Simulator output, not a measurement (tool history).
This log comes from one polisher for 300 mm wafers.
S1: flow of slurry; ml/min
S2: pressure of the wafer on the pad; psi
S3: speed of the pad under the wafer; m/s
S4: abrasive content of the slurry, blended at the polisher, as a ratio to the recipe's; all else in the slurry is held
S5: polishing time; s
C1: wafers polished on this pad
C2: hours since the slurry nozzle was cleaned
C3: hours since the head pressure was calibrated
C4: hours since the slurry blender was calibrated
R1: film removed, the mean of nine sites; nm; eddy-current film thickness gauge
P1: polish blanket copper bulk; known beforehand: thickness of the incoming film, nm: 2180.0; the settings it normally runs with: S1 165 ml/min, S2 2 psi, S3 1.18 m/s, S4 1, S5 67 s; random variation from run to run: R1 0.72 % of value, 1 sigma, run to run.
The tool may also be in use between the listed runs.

run    day   S1   S2    S3    S4   S5    C1     C2     C3     C4      R1
  1  0.346  165    2  1.18     1   67   338  202.5    628  132.9  456.53
     0.721  -- head pressure recalibrated
  2  0.783  165    2  1.18     1   67   415    213    1.6  143.4  456.71
  3  1.242  260  1.2  1.18     1   67   496    224   12.6  154.4  286.99
  4  1.475  165  2.7  1.18   0.7   67   538  229.6   18.2    160  568.25
     1.646  -- slurry nozzle cleaned
  5  1.862  165    2  1.18   1.5   67   606    5.3   27.5  169.3  498.54
  6  2.275  165    2  1.18     1   34   679   15.2   37.4  179.2  229.12
  7  2.596  165  2.6  1.18     1   67   735   22.9   45.1  186.9  599.26
  8  2.858  165    2  1.18     1   67   782   29.2   51.4  193.2  453.75
  9  3.325  165    1  1.18     1   67   864   40.4   62.6  204.4  228.26
 10  3.762  110    2  1.18     1   67   941   50.9   73.1  214.9  419.81
 11  4.054  165    2  1.18     1   67   993   57.9   80.1  221.9  450.83
 12  4.571  165    2  1.18     1   67  1084   70.3   92.5  234.3  455.51
 13  4.854  165    2  1.62     1   67  1134   77.1   99.3  241.1  624.54
 14  5.125  165    2  1.18     1   98  1182   83.6  105.8  247.6  666.35
 15  5.538  165    2  0.54     1   67  1255   93.5  115.7  257.5  210.05
 16  5.771  165    2  1.18  0.55   67  1296   99.1  121.3  263.1  401.15
 17  6.046  250    2  1.18     1   67  1345  105.7  127.9  269.7  482.78
 18  6.433  165    2  1.18   0.6  101  1413    115  137.2    279   619.4
 19  6.788  165    2  1.18     1   67  1475  123.5  145.7  287.5   454.4
 20  7.017  165    2  1.18     1   67  1516    129  151.2    293  448.36
 21  7.504  165    2  1.18     1   67  1602  140.7  162.9  304.7  431.74
 22  8.012  165    2  1.18     1   67  1692  152.9  175.1  316.9  422.64
 23  8.308  165    2  1.18     1   67  1744    160  182.2    324  426.67
 24  8.688  165    2  1.18     1   67  1811  169.1  191.3  333.1  419.99
     8.975  -- slurry blender recalibrated
     8.979  -- head pressure recalibrated
 25  9.083  165    2  1.18     1   67  1881  178.6    2.6    2.6  411.39
 26   9.55  165    2  1.18     1   67  1963  189.8   13.8   13.8  417.15
 27  9.962  165    2  1.18     1   67  2036  199.7   23.7   23.7  414.77

Something has made what P1 gives creep away from where it was; the 2 causes below, each at its own stated size, fit the log equally well:
A: removal rate lost through wear of the pad, % = 9.16
B: slurry flow missing at the pad, % = 38.2
Creep in the process output first set in at about day 6.788.
Why every other cause is out:
head's pressure below its setpoint, %: work on it at day 8.979, done after the drift set in, did not restore what the process gave before
abrasive missing from the slurry, %: work on it at day 8.975, done after the drift set in, did not restore what the process gave before

You are offered 4 check runs, listed below with question marks in place of their results; each one averages 3 wafers. Which run separates the listed causes by giving clearly different results for each?
check 1  10.375  165   2  1.18  0.65  67                   ?
check 2  10.375  245   2   0.6     1  67                   ?
check 3  10.375  165   2  1.18     1  85                   ?
check 4  10.375  165   2  1.18  0.65  81                   ?

If the cause were each of the candidates in turn, the checks would give the following:
  check  result    if A    if B
check 1      R1  378.06  378.06
check 2      R1  221.66  228.26
check 3      R1  524.76  524.74
check 4      R1  457.06  457.05
How far apart the two closest causes lie, in the result that separates them most: check 1 0 %; check 2 2.93 %; check 3 0 %; check 4 0 %
Of the check runs offered, only check 2 discriminates between the causes; the rest would read about the same regardless of which cause applies.

With check 2 done, the readings were: R1 227.54 nm. Identify which of the listed causes applies.

The correct cause is B, namely: slurry flow missing at the pad, %.

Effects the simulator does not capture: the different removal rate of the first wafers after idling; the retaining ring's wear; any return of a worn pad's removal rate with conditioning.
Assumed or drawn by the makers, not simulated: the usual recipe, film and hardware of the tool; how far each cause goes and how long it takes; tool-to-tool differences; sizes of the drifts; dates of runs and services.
